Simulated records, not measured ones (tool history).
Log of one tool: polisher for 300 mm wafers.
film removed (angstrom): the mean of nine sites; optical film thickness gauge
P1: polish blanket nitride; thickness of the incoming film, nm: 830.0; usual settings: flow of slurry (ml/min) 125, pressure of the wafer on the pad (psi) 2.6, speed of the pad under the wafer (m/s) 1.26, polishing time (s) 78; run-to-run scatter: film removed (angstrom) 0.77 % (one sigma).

| run | hour | flow of slurry (ml/min) | pressure of the wafer on the pad (psi) | speed of the pad under the wafer (m/s) | polishing time (s) | wafers polished on this pad | hours since the slurry nozzle was cleaned | hours since the head pressure was calibrated | film removed (angstrom) |
|---|---|---|---|---|---|---|---|---|---|
| 1 | 7.1 | 125 | 2.6 | 1.26 | 78 | 327 | 263.3 | 873.0 | 1425.20 |
| 2 | 14.3 | 125 | 2.6 | 1.26 | 78 | 422 | 270.5 | 880.2 | 1416.20 |
| 3 | 20.5 | 125 | 2.6 | 1.26 | 120 | 504 | 276.7 | 886.4 | 2155.10 |
| 4 | 25.1 | 75 | 2.6 | 1.26 | 78 | 565 | 281.3 | 891.0 | 1248.90 |
| 5 | 33.8 | 125 | 2.6 | 1.26 | 78 | 681 | 290.0 | 899.7 | 1405.80 |
| 6 | 39.0 | 125 | 2.6 | 1.88 | 78 | 750 | 295.2 | 904.9 | 1909.50 |
| 7 | 48.0 | 125 | 3.9 | 1.26 | 78 | 869 | 304.2 | 913.9 | 2111.20 |
| 8 | 55.7 | 170 | 2.6 | 1.26 | 78 | 972 | 311.9 | 921.6 | 1490.40 |
| 9 | 61.6 | 125 | 2.6 | 0.64 | 117 | 1050 | 317.8 | 927.5 | 1236.10 |
| 10 | 70.7 | 125 | 2.6 | 1.26 | 78 | 1171 | 326.9 | 936.6 | 1391.30 |
| 11 | 77.0 | 125 | 2.6 | 0.68 | 78 | 1254 | 333.2 | 942.9 | 856.25 |
| 12 | 80.9 | 125 | 1.9 | 1.26 | 78 | 1306 | 337.1 | 946.8 | 1032.00 |
| 13 | 87.6 | 125 | 2.6 | 1.26 | 78 | 1395 | 343.8 | 953.5 | 1400.20 |
| 14 | 95.2 | 125 | 2.6 | 1.26 | 78 | 1496 | 351.4 | 961.1 | 1417.90 |
| 15 | 102.7 | 125 | 2.6 | 1.26 | 41 | 1596 | 358.9 | 968.6 | 734.81 |
| 16 | 111.8 | 125 | 2.6 | 1.26 | 78 | 1716 | 368.0 | 977.7 | 1399.10 |
| 17 | 117.4 | 125 | 2.6 | 1.26 | 78 | 1791 | 373.6 | 983.3 | 1372.50 |
| 18 | 125.2 | 125 | 2.6 | 1.26 | 78 | 1894 | 381.4 | 991.1 | 1312.40 |
| 19 | 132.6 | 125 | 2.6 | 1.26 | 78 | 1992 | 388.8 | 998.5 | 1319.30 |
| 20 | 138.2 | 125 | 2.6 | 1.26 | 78 | 2067 | 394.4 | 1004.1 | 1311.30 |
| 21 | 142.8 | 125 | 2.6 | 1.26 | 78 | 2128 | 399.0 | 1008.7 | 1280.50 |

Run 22 comes next. What will it give?
| 22 | 149.7 | 125 | 2.6 | 1.26 | 78 | 2219 | 405.9 | 1015.6 | ? |

film removed (angstrom): 1295.90

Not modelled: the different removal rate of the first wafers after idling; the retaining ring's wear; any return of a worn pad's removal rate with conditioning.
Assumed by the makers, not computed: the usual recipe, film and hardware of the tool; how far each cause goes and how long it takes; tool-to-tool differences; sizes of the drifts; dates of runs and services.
